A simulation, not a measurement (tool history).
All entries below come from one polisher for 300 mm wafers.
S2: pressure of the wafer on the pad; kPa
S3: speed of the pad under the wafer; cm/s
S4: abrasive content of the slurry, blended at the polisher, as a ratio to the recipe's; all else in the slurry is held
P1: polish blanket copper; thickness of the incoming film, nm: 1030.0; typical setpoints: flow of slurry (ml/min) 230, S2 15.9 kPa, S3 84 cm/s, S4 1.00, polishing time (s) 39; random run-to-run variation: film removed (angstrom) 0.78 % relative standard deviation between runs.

Run 1, hour 10.4: flow of slurry (ml/min) 230, S2 15.9 kPa, S3 84 cm/s, S4 1.00, polishing time (s) 39. Result: film removed (angstrom) 665.11.
Run 2, hour 28.4: flow of slurry (ml/min) 230, S2 15.9 kPa, S3 84 cm/s, S4 0.60, polishing time (s) 39. Result: film removed (angstrom) 589.06.
Run 3, hour 40.9: flow of slurry (ml/min) 140, S2 15.9 kPa, S3 84 cm/s, S4 0.75, polishing time (s) 39. Result: film removed (angstrom) 587.66.
Run 4, hour 49.4: flow of slurry (ml/min) 230, S2 15.9 kPa, S3 84 cm/s, S4 1.00, polishing time (s) 39. Result: film removed (angstrom) 660.24.
Run 5, hour 60.0: flow of slurry (ml/min) 230, S2 15.9 kPa, S3 84 cm/s, S4 1.00, polishing time (s) 39. Result: film removed (angstrom) 652.49.
Run 6, hour 71.2: flow of slurry (ml/min) 140, S2 15.9 kPa, S3 84 cm/s, S4 1.45, polishing time (s) 39. Result: film removed (angstrom) 666.18.
Run 7, hour 88.5: flow of slurry (ml/min) 230, S2 15.9 kPa, S3 84 cm/s, S4 0.55, polishing time (s) 28. Result: film removed (angstrom) 417.67.
Run 8, hour 98.6: flow of slurry (ml/min) 150, S2 15.9 kPa, S3 84 cm/s, S4 1.00, polishing time (s) 39. Result: film removed (angstrom) 624.55.
Run 9, hour 110.9: flow of slurry (ml/min) 230, S2 15.9 kPa, S3 84 cm/s, S4 1.45, polishing time (s) 39. Result: film removed (angstrom) 715.75.
Run 10, hour 125.6: flow of slurry (ml/min) 230, S2 15.9 kPa, S3 84 cm/s, S4 1.00, polishing time (s) 39. Result: film removed (angstrom) 658.22.
Run 11, hour 142.8: flow of slurry (ml/min) 230, S2 15.9 kPa, S3 40 cm/s, S4 1.00, polishing time (s) 39. Result: film removed (angstrom) 315.60.
Run 12, hour 151.1: flow of slurry (ml/min) 230, S2 15.9 kPa, S3 134 cm/s, S4 1.00, polishing time (s) 39. Result: film removed (angstrom) 1056.20.
Run 13, hour 160.5: flow of slurry (ml/min) 230, S2 15.9 kPa, S3 84 cm/s, S4 1.00, polishing time (s) 29. Result: film removed (angstrom) 488.97.
Run 14, hour 178.0: flow of slurry (ml/min) 230, S2 15.9 kPa, S3 84 cm/s, S4 1.00, polishing time (s) 39. Result: film removed (angstrom) 658.14.
Run 15, hour 190.7: flow of slurry (ml/min) 300, S2 15.9 kPa, S3 84 cm/s, S4 1.00, polishing time (s) 39. Result: film removed (angstrom) 691.62.
Run 16, hour 200.0: flow of slurry (ml/min) 230, S2 22.1 kPa, S3 84 cm/s, S4 1.00, polishing time (s) 39. Result: film removed (angstrom) 928.65.
Run 17, hour 210.0: flow of slurry (ml/min) 230, S2 15.9 kPa, S3 84 cm/s, S4 1.00, polishing time (s) 50. Result: film removed (angstrom) 851.98.
Run 18, hour 225.0: flow of slurry (ml/min) 230, S2 15.9 kPa, S3 84 cm/s, S4 1.00, polishing time (s) 39. Result: film removed (angstrom) 660.28.
Run 19, hour 239.1: flow of slurry (ml/min) 230, S2 15.9 kPa, S3 84 cm/s, S4 1.00, polishing time (s) 39. Result: film removed (angstrom) 666.15.
Run 20, hour 252.6: flow of slurry (ml/min) 230, S2 9.7 kPa, S3 84 cm/s, S4 1.00, polishing time (s) 39. Result: film removed (angstrom) 400.69.
Run 21, hour 263.6: flow of slurry (ml/min) 230, S2 15.9 kPa, S3 84 cm/s, S4 1.00, polishing time (s) 39. Result: film removed (angstrom) 662.18.
Run 22, hour 273.1: flow of slurry (ml/min) 230, S2 15.9 kPa, S3 84 cm/s, S4 1.00, polishing time (s) 39. Result: film removed (angstrom) 649.04.
Run 23, hour 281.9: flow of slurry (ml/min) 230, S2 15.9 kPa, S3 84 cm/s, S4 1.00, polishing time (s) 39. Result: film removed (angstrom) 642.80.
Run 24, hour 291.6: flow of slurry (ml/min) 230, S2 15.9 kPa, S3 84 cm/s, S4 1.00, polishing time (s) 39. Result: film removed (angstrom) 633.61.
Run 25, hour 304.0: flow of slurry (ml/min) 230, S2 15.9 kPa, S3 84 cm/s, S4 1.00, polishing time (s) 39. Result: film removed (angstrom) 631.76.
Run 26, hour 315.0: flow of slurry (ml/min) 230, S2 15.9 kPa, S3 84 cm/s, S4 1.00, polishing time (s) 39. Result: film removed (angstrom) 631.88.
At hour 326.1: slurry blender recalibrated.
Run 27, hour 329.3: flow of slurry (ml/min) 230, S2 15.9 kPa, S3 84 cm/s, S4 1.00, polishing time (s) 39. Result: film removed (angstrom) 625.04.
At hour 337.3: worn pad replaced by a new one.
Run 28, hour 337.5: flow of slurry (ml/min) 230, S2 15.9 kPa, S3 84 cm/s, S4 1.00, polishing time (s) 39. Result: film removed (angstrom) 619.91.
Run 29, hour 346.1: flow of slurry (ml/min) 230, S2 15.9 kPa, S3 84 cm/s, S4 1.00, polishing time (s) 39. Result: film removed (angstrom) 625.16.
Run 30, hour 358.5: flow of slurry (ml/min) 230, S2 15.9 kPa, S3 84 cm/s, S4 1.00, polishing time (s) 39. Result: film removed (angstrom) 621.50.
Run 31, hour 371.1: flow of slurry (ml/min) 230, S2 15.9 kPa, S3 84 cm/s, S4 1.00, polishing time (s) 39. Result: film removed (angstrom) 621.44.
Run 32, hour 379.3: flow of slurry (ml/min) 230, S2 15.9 kPa, S3 84 cm/s, S4 1.00, polishing time (s) 39. Result: film removed (angstrom) 610.58.

P1 no longer gives what it gave before; its output has crept away from where it was. The following 2 causes, each at its listed size, fit the log equally well:
A: head's pressure below its setpoint, % = 6.34
B: slurry flow missing at the pad, % = 36.6
The process output started creeping at around hour 263.6.
Each remaining cause and why it is not a fit:
removal rate lost through wear of the pad, %: serviced at hour 337.3, which brought nothing back
abrasive missing from the slurry, %: serviced at hour 326.1, which brought nothing back

4 check runs are offered, each on 5 wafers whose results are averaged, their results left as question marks. Which one tells the causes apart?
Run check 1, hour 387.5: flow of slurry (ml/min) 230, S2 15.9 kPa, S3 84 cm/s, S4 0.70, polishing time (s) 39. Result: film removed (angstrom) ?.
Run check 2, hour 387.5: flow of slurry (ml/min) 230, S2 15.9 kPa, S3 116 cm/s, S4 1.20, polishing time (s) 39. Result: film removed (angstrom) ?.
Run check 3, hour 387.5: flow of slurry (ml/min) 155, S2 15.9 kPa, S3 48 cm/s, S4 1.00, polishing time (s) 39. Result: film removed (angstrom) ?.
Run check 4, hour 387.5: flow of slurry (ml/min) 230, S2 20.7 kPa, S3 84 cm/s, S4 0.70, polishing time (s) 39. Result: film removed (angstrom) ?.

Outcome of each check run for each possible cause:
  check                   result    if A    if B
check 1  film removed (angstrom)  575.08  575.03
check 2  film removed (angstrom)  890.30  890.22
check 3  film removed (angstrom)  335.15  325.64
check 4  film removed (angstrom)  750.10  750.04
Gap, in per cent, between the two causes that each check separates least, read from the result that separates them most: check 1 0.01 %; check 2 0.01 %; check 3 2.88 %; check 4 0.01 %
Check 3 is the one run that separates the causes; every other check would come out nearly the same whichever cause is at work.

After running check 3, the following was obtained: film removed (angstrom) 335.73. Which cause does this point to?

The correct cause is A, namely: head's pressure below its setpoint, %.
